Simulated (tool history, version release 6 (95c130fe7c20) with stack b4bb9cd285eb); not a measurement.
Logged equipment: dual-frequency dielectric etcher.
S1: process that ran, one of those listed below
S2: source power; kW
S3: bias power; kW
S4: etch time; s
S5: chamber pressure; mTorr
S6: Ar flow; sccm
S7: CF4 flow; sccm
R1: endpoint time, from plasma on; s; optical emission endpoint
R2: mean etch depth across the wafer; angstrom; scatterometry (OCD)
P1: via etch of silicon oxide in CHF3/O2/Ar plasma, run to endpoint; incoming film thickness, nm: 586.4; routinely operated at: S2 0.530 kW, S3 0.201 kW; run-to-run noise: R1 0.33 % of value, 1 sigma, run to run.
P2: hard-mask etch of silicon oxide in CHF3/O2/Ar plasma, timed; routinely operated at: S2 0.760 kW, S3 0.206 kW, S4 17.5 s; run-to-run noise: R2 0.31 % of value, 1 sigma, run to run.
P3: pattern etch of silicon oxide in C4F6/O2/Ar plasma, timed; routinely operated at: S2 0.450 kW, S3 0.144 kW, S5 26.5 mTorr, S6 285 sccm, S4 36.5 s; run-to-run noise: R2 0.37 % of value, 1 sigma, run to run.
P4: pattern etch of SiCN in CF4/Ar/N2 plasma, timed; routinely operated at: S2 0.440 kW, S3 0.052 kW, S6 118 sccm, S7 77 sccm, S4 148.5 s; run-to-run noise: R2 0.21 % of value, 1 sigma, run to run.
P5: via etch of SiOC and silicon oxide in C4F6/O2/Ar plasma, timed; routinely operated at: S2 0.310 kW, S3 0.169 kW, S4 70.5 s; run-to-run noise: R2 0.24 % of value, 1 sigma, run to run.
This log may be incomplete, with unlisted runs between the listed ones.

run 1 hour=16.6 | S1=P1 S2=0.530 S3=0.201 | R1=287.20
run 2 hour=30.0 | S1=P1 S2=0.530 S3=0.273 | R1=257.68
run 3 hour=41.6 | S1=P5 S2=0.310 S3=0.169 S4=70.5 | R2=683.58
run 4 hour=52.8 | S1=P2 S2=0.920 S3=0.206 S4=17.5 | R2=422.24
run 5 hour=67.5 | S1=P3 S2=0.450 S3=0.144 S4=36.5 S5=26.5 S6=285 | R2=1167.70
run 6 hour=75.5 | S1=P3 S2=0.450 S3=0.144 S4=36.5 S5=34.0 S6=285 | R2=1126.90
run 7 hour=87.6 | S1=P2 S2=0.760 S3=0.206 S4=17.5 | R2=391.99
run 8 hour=104.6 | S1=P1 S2=0.410 S3=0.201 | R1=317.42
run 9 hour=115.7 | S1=P1 S2=0.530 S3=0.201 | R1=286.44
run 10 hour=126.7 | S1=P3 S2=0.450 S3=0.144 S4=47.5 S5=26.5 S6=285 | R2=1501.80
-- hour=132.2 source power generator calibrated
run 11 hour=141.9 | S1=P1 S2=0.620 S3=0.125 | R1=314.28
run 12 hour=158.9 | S1=P1 S2=0.530 S3=0.201 | R1=288.25
run 13 hour=169.8 | S1=P5 S2=0.310 S3=0.233 S4=70.5 | R2=763.22
run 14 hour=184.2 | S1=P4 S2=0.440 S3=0.068 S4=148.5 S6=118 S7=77 | R2=1221.80
run 15 hour=191.7 | S1=P2 S2=0.760 S3=0.262 S4=17.5 | R2=427.51
run 16 hour=205.2 | S1=P4 S2=0.280 S3=0.052 S4=148.5 S6=118 S7=77 | R2=749.30
run 17 hour=222.1 | S1=P1 S2=0.530 S3=0.201 | R1=286.85
run 18 hour=236.7 | S1=P1 S2=0.660 S3=0.167 | R1=281.24
run 19 hour=244.4 | S1=P4 S2=0.440 S3=0.052 S4=107.5 S6=118 S7=77 | R2=810.99
run 20 hour=258.6 | S1=P4 S2=0.440 S3=0.052 S4=148.5 S6=161 S7=77 | R2=1058.00
run 21 hour=275.9 | S1=P3 S2=0.600 S3=0.144 S4=36.5 S5=26.5 S6=285 | R2=1299.60
run 22 hour=289.6 | S1=P5 S2=0.310 S3=0.169 S4=42.5 | R2=411.70
run 23 hour=298.7 | S1=P2 S2=0.760 S3=0.206 S4=21.5 | R2=484.41
run 24 hour=313.0 | S1=P2 S2=0.760 S3=0.206 S4=17.5 | R2=391.72
run 25 hour=320.7 | S1=P3 S2=0.450 S3=0.144 S4=36.5 S5=26.5 S6=285 | R2=1157.50
run 26 hour=332.4 | S1=P1 S2=0.530 S3=0.201 | R1=287.50
run 27 hour=345.0 | S1=P1 S2=0.680 S3=0.201 | R1=262.86
-- hour=345.1 wet clean of the chamber
run 28 hour=358.3 | S1=P3 S2=0.450 S3=0.144 S4=36.5 S5=26.5 S6=396 | R2=1119.20
run 29 hour=369.5 | S1=P1 S2=0.730 S3=0.243 | R1=239.10
run 30 hour=380.8 | S1=P1 S2=0.530 S3=0.158 | R1=309.29
run 31 hour=390.9 | S1=P3 S2=0.450 S3=0.200 S4=36.5 S5=26.5 S6=285 | R2=1282.80
run 32 hour=403.5 | S1=P4 S2=0.440 S3=0.052 S4=148.5 S6=118 S7=77 | R2=1114.20
run 33 hour=417.9 | S1=P1 S2=0.530 S3=0.201 | R1=286.79
run 34 hour=430.0 | S1=P4 S2=0.440 S3=0.052 S4=148.5 S6=118 S7=103 | R2=1168.70
run 35 hour=446.1 | S1=P5 S2=0.410 S3=0.169 S4=70.5 | R2=762.74
run 36 hour=460.5 | S1=P1 S2=0.530 S3=0.201 | R1=287.34
run 37 hour=477.2 | S1=P1 S2=0.530 S3=0.201 | R1=290.44
run 38 hour=486.1 | S1=P1 S2=0.530 S3=0.201 | R1=291.34
run 39 hour=495.1 | S1=P1 S2=0.530 S3=0.201 | R1=290.76
-- hour=502.6 wet clean of the chamber
run 40 hour=506.3 | S1=P1 S2=0.530 S3=0.201 | R1=291.62
run 41 hour=513.8 | S1=P1 S2=0.530 S3=0.201 | R1=291.93
run 42 hour=527.9 | S1=P1 S2=0.530 S3=0.201 | R1=291.90
run 43 hour=537.5 | S1=P1 S2=0.530 S3=0.201 | R1=293.18
run 44 hour=548.9 | S1=P1 S2=0.530 S3=0.201 | R1=292.57
run 45 hour=563.5 | S1=P1 S2=0.530 S3=0.201 | R1=291.66
run 46 hour=575.1 | S1=P1 S2=0.530 S3=0.201 | R1=291.02

What P1 gives has crept off from where it sat before. The 2 causes that follow fit the log equally well, each at the size noted:
A: source power that arrives under what is set, % = 4.26
B: bias power that arrives under what is set, % = 4.67
The drift started at roughly hour 460.5.
The rest of the possible causes, and what rules out each one:
chamber walls in a state that lowers the etch rate, %: maintenance at hour 502.6, after the shift began, did not return the process to its former output

Each of the 4 check runs below uses one wafer; its results are left as question marks. Which run tells the causes apart?
run check 1 hour=586.7 | S1=P2 S2=0.760 S3=0.206 S4=17.5 | R2=?
run check 2 hour=586.7 | S1=P4 S2=0.440 S3=0.052 S4=148.5 S6=118 S7=77 | R2=?
run check 3 hour=586.7 | S1=P3 S2=0.450 S3=0.144 S4=36.5 S5=26.5 S6=285 | R2=?
run check 4 hour=586.7 | S1=P5 S2=0.310 S3=0.169 S4=70.5 | R2=?

What each check would give under each cause:
check=check_1 result=R2 if_A=386.45 if_B=386.61
check=check_2 result=R2 if_A=1073.90 if_B=1098.90
check=check_3 result=R2 if_A=1139.70 if_B=1143.20
check=check_4 result=R2 if_A=672.35 if_B=673.31
Minimum pairwise separation of causes per check, each pair taken at its best-separating result: check 1 0.04 %; check 2 2.3 %; check 3 0.31 %; check 4 0.14 %
Of the check runs offered, only check 2 discriminates between the causes; the rest would read about the same regardless of which cause applies.

Running check 2 produced the following: R2 1076.20 angstrom. Which one of the listed causes fits?

A is the cause: source power that arrives under what is set, %.

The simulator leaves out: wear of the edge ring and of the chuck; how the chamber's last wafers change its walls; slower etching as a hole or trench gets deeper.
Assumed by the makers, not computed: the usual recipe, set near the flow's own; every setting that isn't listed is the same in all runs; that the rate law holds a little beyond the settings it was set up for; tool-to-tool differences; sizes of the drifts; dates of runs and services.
